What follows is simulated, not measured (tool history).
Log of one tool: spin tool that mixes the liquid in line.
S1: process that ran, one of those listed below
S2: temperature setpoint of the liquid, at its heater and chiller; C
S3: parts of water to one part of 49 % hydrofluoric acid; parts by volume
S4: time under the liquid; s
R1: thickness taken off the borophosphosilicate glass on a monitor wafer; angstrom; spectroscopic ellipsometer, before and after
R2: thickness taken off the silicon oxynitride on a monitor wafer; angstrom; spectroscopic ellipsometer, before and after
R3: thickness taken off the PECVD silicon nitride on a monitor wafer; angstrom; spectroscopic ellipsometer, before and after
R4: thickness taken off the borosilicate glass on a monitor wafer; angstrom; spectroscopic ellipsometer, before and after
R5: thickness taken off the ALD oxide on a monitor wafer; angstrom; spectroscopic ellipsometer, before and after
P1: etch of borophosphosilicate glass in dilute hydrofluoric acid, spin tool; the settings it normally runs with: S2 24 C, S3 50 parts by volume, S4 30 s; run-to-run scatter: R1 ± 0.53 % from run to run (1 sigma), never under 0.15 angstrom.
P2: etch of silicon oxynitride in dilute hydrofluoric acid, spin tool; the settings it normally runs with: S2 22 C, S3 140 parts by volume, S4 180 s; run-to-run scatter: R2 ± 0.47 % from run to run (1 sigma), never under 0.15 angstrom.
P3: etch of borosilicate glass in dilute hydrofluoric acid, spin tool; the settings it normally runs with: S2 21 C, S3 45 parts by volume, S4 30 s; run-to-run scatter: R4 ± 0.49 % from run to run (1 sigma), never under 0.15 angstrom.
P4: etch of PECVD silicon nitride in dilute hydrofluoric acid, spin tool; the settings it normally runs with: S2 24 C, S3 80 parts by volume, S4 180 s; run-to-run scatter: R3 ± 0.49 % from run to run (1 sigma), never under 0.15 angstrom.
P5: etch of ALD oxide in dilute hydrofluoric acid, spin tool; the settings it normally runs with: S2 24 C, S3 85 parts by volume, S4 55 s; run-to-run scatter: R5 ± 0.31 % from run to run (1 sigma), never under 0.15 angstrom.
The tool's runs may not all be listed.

Run 1, day 0.392: S1 P1, S2 24 C, S3 50 parts by volume, S4 30 s. Result: R1 165.55 angstrom.
Run 2, day 0.708: S1 P2, S2 22 C, S3 140 parts by volume, S4 15 s. Result: R2 3.8745 angstrom.
Run 3, day 1.117: S1 P1, S2 24 C, S3 75 parts by volume, S4 30 s. Result: R1 105.81 angstrom.
Run 4, day 1.383: S1 P1, S2 24 C, S3 50 parts by volume, S4 30 s. Result: R1 165.53 angstrom.
Run 5, day 1.671: S1 P4, S2 24 C, S3 80 parts by volume, S4 345 s. Result: R3 85.525 angstrom.
Run 6, day 2.012: S1 P4, S2 29.5 C, S3 80 parts by volume, S4 180 s. Result: R3 64.573 angstrom.
Run 7, day 2.362: S1 P1, S2 24 C, S3 20 parts by volume, S4 30 s. Result: R1 429.27 angstrom.
Run 8, day 2.712: S1 P3, S2 21 C, S3 45 parts by volume, S4 30 s. Result: R4 207.66 angstrom.
Run 9, day 2.933: S1 P5, S2 17.5 C, S3 85 parts by volume, S4 55 s. Result: R5 69.928 angstrom.
Run 10, day 3.238: S1 P1, S2 18 C, S3 20 parts by volume, S4 30 s. Result: R1 332.44 angstrom.
Run 11, day 3.608: S1 P1, S2 24 C, S3 50 parts by volume, S4 30 s. Result: R1 165.22 angstrom.
Run 12, day 3.85: S1 P4, S2 24 C, S3 140 parts by volume, S4 180 s. Result: R3 25.89 angstrom.
Run 13, day 4.267: S1 P1, S2 24 C, S3 50 parts by volume, S4 60 s. Result: R1 330.96 angstrom.
Run 14, day 4.621: S1 P1, S2 18.5 C, S3 50 parts by volume, S4 30 s. Result: R1 130.77 angstrom.
Run 15, day 5.088: S1 P4, S2 24 C, S3 80 parts by volume, S4 180 s. Result: R3 44.89 angstrom.
Run 16, day 5.538: S1 P2, S2 22 C, S3 235 parts by volume, S4 180 s. Result: R2 24.003 angstrom.
Run 17, day 5.754: S1 P5, S2 24 C, S3 85 parts by volume, S4 15 s. Result: R5 24.616 angstrom.
Run 18, day 5.988: S1 P1, S2 24 C, S3 50 parts by volume, S4 15 s. Result: R1 82.175 angstrom.
Run 19, day 6.45: S1 P3, S2 21 C, S3 65 parts by volume, S4 30 s. Result: R4 140.84 angstrom.
Run 20, day 6.683: S1 P2, S2 27 C, S3 140 parts by volume, S4 180 s. Result: R2 54.966 angstrom.
Run 21, day 6.938: S1 P5, S2 24 C, S3 140 parts by volume, S4 55 s. Result: R5 52.033 angstrom.
Run 22, day 7.346: S1 P3, S2 21 C, S3 45 parts by volume, S4 50 s. Result: R4 344.72 angstrom.
Run 23, day 7.562: S1 P3, S2 17 C, S3 45 parts by volume, S4 30 s. Result: R4 175.39 angstrom.
Run 24, day 7.8: S1 P2, S2 22 C, S3 140 parts by volume, S4 180 s. Result: R2 43.419 angstrom.
Run 25, day 8.104: S1 P1, S2 24 C, S3 50 parts by volume, S4 30 s. Result: R1 165.17 angstrom.
Run 26, day 8.429: S1 P3, S2 21 C, S3 45 parts by volume, S4 30 s. Result: R4 207.4 angstrom.
Run 27, day 8.733: S1 P1, S2 31.5 C, S3 50 parts by volume, S4 30 s. Result: R1 223.39 angstrom.
Run 28, day 9.092: S1 P4, S2 24 C, S3 80 parts by volume, S4 180 s. Result: R3 45.298 angstrom.
Run 29, day 9.383: S1 P5, S2 24 C, S3 85 parts by volume, S4 55 s. Result: R5 91.807 angstrom.
Run 30, day 9.658: S1 P1, S2 24 C, S3 50 parts by volume, S4 30 s. Result: R1 166.48 angstrom.
Run 31, day 9.983: S1 P1, S2 24 C, S3 50 parts by volume, S4 30 s. Result: R1 158.63 angstrom.
Run 32, day 10.367: S1 P1, S2 24 C, S3 50 parts by volume, S4 30 s. Result: R1 154.24 angstrom.
Run 33, day 10.712: S1 P1, S2 24 C, S3 50 parts by volume, S4 30 s. Result: R1 153.08 angstrom.
Run 34, day 11.092: S1 P1, S2 24 C, S3 50 parts by volume, S4 30 s. Result: R1 151.65 angstrom.
Run 35, day 11.458: S1 P1, S2 24 C, S3 50 parts by volume, S4 30 s. Result: R1 151.16 angstrom.
Run 36, day 11.896: S1 P1, S2 24 C, S3 50 parts by volume, S4 30 s. Result: R1 150.43 angstrom.

What P1 gives has crept off from where it sat before. The 2 causes that follow fit the log equally well, each at the size noted:
A: liquid colder than its thermometer reads (K) = 2.11
B: hydrofluoric acid flow below the setpoint (%) = 7.84
The creep began at about day 9.658.

Consider the 4 single-wafer check runs listed below, results given as question marks: which one distinguishes between the causes by giving clearly different results for each?
Run check 1, day 12.333: S1 P2, S2 22 C, S3 230 parts by volume, S4 180 s. Result: R2 ?.
Run check 2, day 12.333: S1 P5, S2 24 C, S3 140 parts by volume, S4 35 s. Result: R5 ?.
Run check 3, day 12.333: S1 P4, S2 24 C, S3 105 parts by volume, S4 180 s. Result: R3 ?.
Run check 4, day 12.333: S1 P3, S2 17 C, S3 60 parts by volume, S4 30 s. Result: R4 ?.

Predicted outcomes, by check and by cause:
  check  result    if A    if B
check 1      R2  22.706  22.724
check 2      R5   30.44   30.04
check 3      R3  29.982  31.815
check 4      R4  117.79  118.35
How far apart the two closest causes lie, in the result that separates them most: check 1 0.08 %; check 2 1.33 %; check 3 5.93 %; check 4 0.48 %
Check 3 tells the causes apart: in the others they would give nearly the same result.

With check 3 done, the readings were: R3 31.716 angstrom. Identify which of the listed causes applies.

It was cause B: hydrofluoric acid flow below the setpoint (%).
